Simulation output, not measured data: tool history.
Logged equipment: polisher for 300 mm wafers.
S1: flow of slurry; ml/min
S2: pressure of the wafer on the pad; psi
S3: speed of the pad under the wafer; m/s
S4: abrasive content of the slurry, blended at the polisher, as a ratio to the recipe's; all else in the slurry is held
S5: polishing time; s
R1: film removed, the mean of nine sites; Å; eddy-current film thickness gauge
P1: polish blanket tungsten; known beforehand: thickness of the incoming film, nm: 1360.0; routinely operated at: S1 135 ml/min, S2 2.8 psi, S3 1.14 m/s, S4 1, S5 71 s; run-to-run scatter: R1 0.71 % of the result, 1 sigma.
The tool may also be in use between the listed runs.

run,hour,S1,S2,S3,S4,S5,R1
1,2.5,135,2.8,1.14,1,71,2806.7
2,7.2,135,2.8,1.46,1,51,2616.1
3,11.8,135,2.8,1.14,1,71,2839.4
4,13.9,135,3.5,0.7,1,71,2168.9
5,16.1,135,3.7,1.5,1,71,4895.6
6,19.1,135,2.8,0.64,1,71,1584.7
7,23.7,135,1.8,1.14,1,71,1815.8
8,28.2,135,2.8,1.14,0.55,71,2483.3
9,30.5,135,2.8,1.14,1,40,1585
10,34,135,2.8,1.14,1,71,2798.1
11,38.6,185,2.8,1.14,1,71,2950.4
12,41.7,135,2.8,1.14,1.45,71,3082.5
13,45.2,135,2.8,1.8,1,71,4463.1
14,48.4,135,2.8,1.14,1,93,3682.6
15,50.5,135,2.8,1.14,1,71,2773.2

Forecast run 16:
16,53.5,135,4.1,1.14,1,71,?

Logged for run 16: R1 4111.2 Å.
